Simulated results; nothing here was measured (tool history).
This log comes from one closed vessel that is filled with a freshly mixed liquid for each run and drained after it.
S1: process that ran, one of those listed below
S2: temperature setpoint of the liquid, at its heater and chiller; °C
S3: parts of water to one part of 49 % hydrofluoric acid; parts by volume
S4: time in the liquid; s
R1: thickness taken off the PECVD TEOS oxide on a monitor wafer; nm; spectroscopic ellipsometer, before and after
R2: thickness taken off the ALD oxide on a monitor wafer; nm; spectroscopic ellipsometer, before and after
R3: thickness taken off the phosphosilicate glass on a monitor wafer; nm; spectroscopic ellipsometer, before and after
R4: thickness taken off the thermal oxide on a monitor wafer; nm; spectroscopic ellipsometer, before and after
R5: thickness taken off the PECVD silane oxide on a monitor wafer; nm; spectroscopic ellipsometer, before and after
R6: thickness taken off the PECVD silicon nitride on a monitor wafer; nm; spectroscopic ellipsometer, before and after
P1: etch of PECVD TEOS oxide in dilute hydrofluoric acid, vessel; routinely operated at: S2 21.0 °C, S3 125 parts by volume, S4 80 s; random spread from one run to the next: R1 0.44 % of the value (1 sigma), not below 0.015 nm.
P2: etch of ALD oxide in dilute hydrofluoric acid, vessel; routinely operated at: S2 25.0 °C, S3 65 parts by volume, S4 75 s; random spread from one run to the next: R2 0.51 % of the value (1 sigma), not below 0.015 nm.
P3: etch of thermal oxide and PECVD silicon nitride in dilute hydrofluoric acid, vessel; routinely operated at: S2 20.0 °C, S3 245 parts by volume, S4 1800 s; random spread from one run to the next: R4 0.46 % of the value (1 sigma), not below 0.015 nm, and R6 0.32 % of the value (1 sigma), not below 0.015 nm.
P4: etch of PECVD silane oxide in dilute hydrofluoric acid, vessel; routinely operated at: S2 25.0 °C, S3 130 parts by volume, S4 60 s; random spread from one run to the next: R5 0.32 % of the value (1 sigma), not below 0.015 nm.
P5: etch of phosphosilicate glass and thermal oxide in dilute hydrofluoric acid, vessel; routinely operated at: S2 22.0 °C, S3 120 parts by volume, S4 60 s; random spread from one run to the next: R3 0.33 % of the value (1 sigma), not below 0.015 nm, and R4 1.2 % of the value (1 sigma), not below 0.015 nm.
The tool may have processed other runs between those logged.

run 1 hour=13.1 | S1=P1 S2=21.0 S3=125 S4=80 | R1=6.2455
run 2 hour=19.0 | S1=P2 S2=25.0 S3=65 S4=75 | R2=16.429
run 3 hour=26.0 | S1=P5 S2=22.0 S3=120 S4=30 | R3=44.261 R4=1.1320
run 4 hour=38.1 | S1=P1 S2=21.0 S3=125 S4=45 | R1=3.5204
run 5 hour=45.2 | S1=P4 S2=25.0 S3=130 S4=105 | R5=24.188
run 6 hour=57.9 | S1=P1 S2=21.0 S3=125 S4=80 | R1=6.2860
run 7 hour=68.1 | S1=P1 S2=21.0 S3=125 S4=80 | R1=6.2598
run 8 hour=74.6 | S1=P5 S2=22.0 S3=210 S4=60 | R3=46.253 R4=1.1990
run 9 hour=83.0 | S1=P4 S2=25.0 S3=35 S4=60 | R5=58.391
run 10 hour=95.7 | S1=P3 S2=20.0 S3=245 S4=1800 | R4=27.0200 R6=9.9043
run 11 hour=108.8 | S1=P1 S2=21.0 S3=125 S4=150 | R1=11.6600
run 12 hour=120.3 | S1=P1 S2=21.0 S3=125 S4=80 | R1=6.1938
run 13 hour=126.6 | S1=P1 S2=25.0 S3=125 S4=80 | R1=7.3291
run 14 hour=138.3 | S1=P1 S2=17.0 S3=125 S4=80 | R1=5.3217
run 15 hour=148.4 | S1=P3 S2=20.0 S3=245 S4=1800 | R4=26.9990 R6=9.8257
run 16 hour=154.9 | S1=P1 S2=21.0 S3=50 S4=145 | R1=30.8500
run 17 hour=161.7 | S1=P3 S2=17.0 S3=245 S4=1800 | R4=24.2650 R6=8.0522
run 18 hour=171.7 | S1=P4 S2=30.5 S3=130 S4=60 | R5=17.055
run 19 hour=178.6 | S1=P4 S2=25.0 S3=130 S4=60 | R5=13.860
run 20 hour=187.5 | S1=P1 S2=25.0 S3=125 S4=30 | R1=2.7515
run 21 hour=200.8 | S1=P5 S2=22.0 S3=120 S4=60 | R3=88.687 R4=2.2658
run 22 hour=213.8 | S1=P2 S2=25.0 S3=30 S4=75 | R2=37.660
run 23 hour=223.2 | S1=P1 S2=21.0 S3=125 S4=80 | R1=6.2332
run 24 hour=236.3 | S1=P2 S2=31.0 S3=65 S4=75 | R2=21.139
run 25 hour=243.0 | S1=P4 S2=25.0 S3=130 S4=60 | R5=13.931
-- hour=250.7 hydrofluoric acid flow meter replaced
run 26 hour=252.6 | S1=P5 S2=27.0 S3=120 S4=60 | R3=107.870 R4=2.7858
run 27 hour=259.9 | S1=P2 S2=25.0 S3=65 S4=75 | R2=16.633
run 28 hour=267.4 | S1=P1 S2=21.0 S3=70 S4=80 | R1=11.8730
run 29 hour=278.6 | S1=P1 S2=21.0 S3=170 S4=80 | R1=4.3363

Run 30 is up next; what results do you expect?
run 30 hour=286.6 | S1=P2 S2=25.0 S3=65 S4=110 | R2=?

R2: 24.117 nm

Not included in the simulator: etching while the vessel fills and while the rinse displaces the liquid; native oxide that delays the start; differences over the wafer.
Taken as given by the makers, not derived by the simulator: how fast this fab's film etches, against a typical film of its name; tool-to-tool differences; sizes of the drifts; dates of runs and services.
